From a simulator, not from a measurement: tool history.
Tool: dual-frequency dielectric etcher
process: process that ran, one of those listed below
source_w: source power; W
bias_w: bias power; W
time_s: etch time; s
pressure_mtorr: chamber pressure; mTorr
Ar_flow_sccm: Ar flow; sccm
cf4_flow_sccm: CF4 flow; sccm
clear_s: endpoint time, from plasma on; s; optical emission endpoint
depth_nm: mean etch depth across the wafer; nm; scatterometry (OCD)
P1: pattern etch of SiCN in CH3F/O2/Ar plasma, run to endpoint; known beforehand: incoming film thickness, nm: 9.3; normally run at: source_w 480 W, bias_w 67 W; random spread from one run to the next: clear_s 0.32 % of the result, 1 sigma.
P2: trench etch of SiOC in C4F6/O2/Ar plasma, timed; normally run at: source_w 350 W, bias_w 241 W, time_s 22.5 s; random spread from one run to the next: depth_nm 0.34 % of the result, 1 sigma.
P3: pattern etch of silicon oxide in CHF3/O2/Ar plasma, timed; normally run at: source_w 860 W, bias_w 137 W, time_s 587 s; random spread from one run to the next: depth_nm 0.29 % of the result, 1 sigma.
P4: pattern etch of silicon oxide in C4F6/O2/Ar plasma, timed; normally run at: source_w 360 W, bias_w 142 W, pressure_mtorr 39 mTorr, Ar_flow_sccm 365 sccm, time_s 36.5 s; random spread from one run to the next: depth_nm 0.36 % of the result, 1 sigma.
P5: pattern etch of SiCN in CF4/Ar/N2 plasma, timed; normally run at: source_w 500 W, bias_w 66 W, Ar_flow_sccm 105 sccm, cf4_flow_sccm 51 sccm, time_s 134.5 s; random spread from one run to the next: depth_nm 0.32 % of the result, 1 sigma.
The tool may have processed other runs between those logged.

run   hour  process  source_w  bias_w  time_s  pressure_mtorr  Ar_flow_sccm  cf4_flow_sccm  hours since the last wet clean  hours since the last source power generator calibration  hours since the last bias power generator calibration  clear_s  depth_nm
  1    4.7       P1       480      67                                                                                124.7                                                   1895.7                                                  778.1   23.888
  2    7.8       P2       350     241    22.5                                                                        127.8                                                   1898.8                                                  781.2             49.597
  3     12       P1       480      67                                                                                  132                                                     1903                                                  785.4   23.841
  4   15.2       P1       480      67                                                                                135.2                                                   1906.2                                                  788.6   23.771
      17.3  -- bias power generator calibrated
  5   18.1       P4       360     142    36.5              39           265                                          138.1                                                   1909.1                                                    0.8             102.05
  6   22.5       P4       360     116    36.5              39           365                                          142.5                                                   1913.5                                                    5.2             92.081
  7   26.9       P3       860     137   338.5                                                                        146.9                                                   1917.9                                                    9.6             681.59
  8   31.3       P4       360     142    36.5            47.5           365                                          151.3                                                   1922.3                                                     14             95.186
  9   34.4       P1       390      94                                                                                154.4                                                   1925.4                                                   17.1   22.734
 10   37.7       P4       500     142    36.5              39           365                                          157.7                                                   1928.7                                                   20.4              111.6
 11   42.7       P1       370      54                                                                                162.7                                                   1933.7                                                   25.4   28.427
 12     45       P5       500      84   134.5                           105             51                             165                                                     1936                                                   27.7             129.62
 13   47.3       P3       860      81     587                                                                        167.3                                                   1938.3                                                     30             1019.4
 14   50.2       P2       350     165    22.5                                                                        170.2                                                   1941.2                                                   32.9              43.66
 15   54.3       P1       480      67                                                                                174.3                                                   1945.3                                                     37   23.859
 16   56.7       P1       480      67                                                                                176.7                                                   1947.7                                                   39.4    23.86
 17     60       P3       860     137     587                                                                          180                                                     1951                                                   42.7             1187.1
 18   62.7       P5       370      66   134.5                           105             51                           182.7                                                   1953.7                                                   45.4             91.492
 19   65.2       P5       500      66   134.5                           105             36                           185.2                                                   1956.2                                                   47.9             111.92
 20   67.5       P5       500      66   134.5                           105             51                           187.5                                                   1958.5                                                   50.2             118.59
 21   72.2       P3       560     137     587                                                                        192.2                                                   1963.2                                                   54.9             1003.6
 22   76.6       P2       220     241    22.5                                                                        196.6                                                   1967.6                                                   59.3             41.472
 23   79.8       P2       350     241      29                                                                        199.8                                                   1970.8                                                   62.5             63.854
 24   84.4       P4       360     142      49              39           365                                          204.4                                                   1975.4                                                   67.1             132.43
 25   87.2       P1       480      89                                                                                207.2                                                   1978.2                                                   69.9   21.624
 26   91.8       P1       340      87                                                                                211.8                                                   1982.8                                                   74.5    24.84
 27   96.4       P5       500      66     179                           105             51                           216.4                                                   1987.4                                                   79.1             159.54
 28  101.2       P5       500      66   134.5                           125             51                           221.2                                                   1992.2                                                   83.9             115.42
 29  104.7       P2       350     241    22.5                                                                        224.7                                                   1995.7                                                   87.4             49.441
 30    109       P5       500      66   134.5                           105             51                             229                                                     2000                                                   91.7              119.4
 31  112.6       P1       480      40                                                                                232.6                                                   2003.6                                                   95.3   28.199
 32  116.5       P1       480      67                                                                                236.5                                                   2007.5                                                   99.2   23.922
 33    119       P1       290      67                                                                                  239                                                     2010                                                  101.7   28.977
 34  123.4       P1       580      67                                                                                243.4                                                   2014.4                                                  106.1   22.142
 35    126       P4       360     142    36.5              39           365                                            246                                                     2017                                                  108.7             97.728
 36  128.3       P1       480      67                                                                                248.3                                                   2019.3                                                    111   23.972
 37    132       P1       480      67                                                                                  252                                                     2023                                                  114.7   23.946
 38  137.2       P1       480      67                                                                                257.2                                                   2028.2                                                  119.9    24.27
 39  139.8       P1       480      67                                                                                259.8                                                   2030.8                                                  122.5   24.296
 40  143.1       P1       480      67                                                                                263.1                                                   2034.1                                                  125.8   24.224
 41  146.2       P1       480      67                                                                                266.2                                                   2037.2                                                  128.9   24.212
 42  149.8       P1       480      67                                                                                269.8                                                   2040.8                                                  132.5   24.193
     150.4  -- wet clean of the chamber
 43  154.7       P1       480      67                                                                                  4.4                                                   2045.7                                                  137.4   24.084
 44  159.6       P1       480      67                                                                                  9.3                                                   2050.6                                                  142.3   24.321

Something has made what P1 gives creep away from where it was; the 2 causes below, each at its own stated size, fit the log equally well:
A: source power that arrives under what is set, % = 4.16
B: bias power that arrives under what is set, % = 4.62
The process output started creeping at around hour 128.3.
The rest of the possible causes, and what rules out each one:
chamber walls in a state that lowers the etch rate, %: maintenance at hour 150.4, after the shift began, did not return the process to its former output

Which of the check runs below tells the causes apart, meaning the causes would give it clearly different results? Each run uses 2 wafers whose results are averaged, and each result is shown as a question mark.
check 1  164.5       P2       350     241    22.5                                                                                                                                                                                                               ?
check 2  164.5       P3       860     137     587                                                                                                                                                                                                               ?
check 3  164.5       P4       360     142    36.5              39           365                                                                                                                                                                                 ?
check 4  164.5       P5       500      66   134.5                           105             51                                                                                                                                                                  ?

Check results expected under each cause:
  check    result    if A    if B
check 1  depth_nm  48.799  48.811
check 2  depth_nm  1164.6  1167.1
check 3  depth_nm  96.263  96.509
check 4  depth_nm  114.98  117.33
How far apart the two closest causes lie, in the result that separates them most: check 1 0.03 %; check 2 0.22 %; check 3 0.26 %; check 4 2.02 %
Check 4 distinguishes between the causes, while the remaining checks would return nearly the same result for all of them.

After running check 4, the following was obtained: depth_nm 116.71 nm. Which cause does this point to?

The correct cause is B, namely: bias power that arrives under what is set, %.
